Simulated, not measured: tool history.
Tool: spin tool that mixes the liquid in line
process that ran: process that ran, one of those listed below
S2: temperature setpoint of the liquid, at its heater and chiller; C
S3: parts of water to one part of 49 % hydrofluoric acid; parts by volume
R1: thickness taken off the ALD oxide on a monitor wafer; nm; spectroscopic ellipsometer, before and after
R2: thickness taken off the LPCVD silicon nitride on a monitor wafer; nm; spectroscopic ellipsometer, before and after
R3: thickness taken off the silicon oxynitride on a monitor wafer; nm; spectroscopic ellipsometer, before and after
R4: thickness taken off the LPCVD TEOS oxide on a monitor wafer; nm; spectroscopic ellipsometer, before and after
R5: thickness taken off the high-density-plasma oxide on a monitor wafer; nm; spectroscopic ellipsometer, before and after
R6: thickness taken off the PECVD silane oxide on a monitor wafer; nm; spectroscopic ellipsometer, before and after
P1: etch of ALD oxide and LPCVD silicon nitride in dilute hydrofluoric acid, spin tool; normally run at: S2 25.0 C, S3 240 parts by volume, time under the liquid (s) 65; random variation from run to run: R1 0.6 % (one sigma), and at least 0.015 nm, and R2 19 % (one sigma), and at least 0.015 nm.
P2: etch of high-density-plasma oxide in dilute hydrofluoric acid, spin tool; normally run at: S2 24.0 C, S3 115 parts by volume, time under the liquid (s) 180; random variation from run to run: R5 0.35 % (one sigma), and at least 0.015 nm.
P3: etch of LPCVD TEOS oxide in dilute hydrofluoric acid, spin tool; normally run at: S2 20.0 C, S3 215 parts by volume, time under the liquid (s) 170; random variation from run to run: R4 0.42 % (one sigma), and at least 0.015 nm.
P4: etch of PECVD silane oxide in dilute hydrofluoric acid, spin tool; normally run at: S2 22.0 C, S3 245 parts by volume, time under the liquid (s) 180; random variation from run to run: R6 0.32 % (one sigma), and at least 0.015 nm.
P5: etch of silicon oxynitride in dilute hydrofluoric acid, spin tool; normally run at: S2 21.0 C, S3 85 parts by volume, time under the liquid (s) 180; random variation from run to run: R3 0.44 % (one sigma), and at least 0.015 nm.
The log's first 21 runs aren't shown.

{"run": 22, "hour": 154.0, "process that ran": "P2", "S2": 24.0, "S3": 115, "time under the liquid (s)": 180, "R5": 11.929}
{"run": 23, "hour": 159.9, "process that ran": "P5", "S2": 17.0, "S3": 85, "time under the liquid (s)": 180, "R3": 4.7107}
{"run": 24, "hour": 164.4, "process that ran": "P2", "S2": 24.0, "S3": 115, "time under the liquid (s)": 15, "R5": 1.0105}
{"run": 25, "hour": 171.8, "process that ran": "P1", "S2": 32.0, "S3": 240, "time under the liquid (s)": 15, "R1": 1.2959, "R2": 0.043174}
{"hour": 174.7, "done": "thermometer replaced"}
{"run": 26, "hour": 176.3, "process that ran": "P1", "S2": 30.5, "S3": 240, "time under the liquid (s)": 65, "R1": 5.3908, "R2": 0.25017}
{"run": 27, "hour": 184.1, "process that ran": "P4", "S2": 22.0, "S3": 380, "time under the liquid (s)": 180, "R6": 8.0588}
{"run": 28, "hour": 192.5, "process that ran": "P1", "S2": 21.5, "S3": 240, "time under the liquid (s)": 65, "R1": 3.9225, "R2": 0.072178}
{"run": 29, "hour": 201.5, "process that ran": "P3", "S2": 20.0, "S3": 215, "time under the liquid (s)": 60, "R4": 10.111}
{"run": 30, "hour": 206.4, "process that ran": "P1", "S2": 25.0, "S3": 240, "time under the liquid (s)": 65, "R1": 4.4517, "R2": 0.15585}
{"run": 31, "hour": 211.9, "process that ran": "P1", "S2": 25.0, "S3": 240, "time under the liquid (s)": 65, "R1": 4.4489, "R2": 0.133}
{"run": 32, "hour": 219.1, "process that ran": "P1", "S2": 25.0, "S3": 240, "time under the liquid (s)": 65, "R1": 4.326, "R2": 0.13494}
{"run": 33, "hour": 225.8, "process that ran": "P1", "S2": 25.0, "S3": 240, "time under the liquid (s)": 65, "R1": 4.2295, "R2": 0.12667}

Run 34 comes next. What will it give?
{"run": 34, "hour": 232.0, "process that ran": "P1", "S2": 25.0, "S3": 240, "time under the liquid (s)": 65, "R1": "?", "R2": "?"}

Run 34 gave R1 4.1951 nm, R2 1.1719e-1 nm.
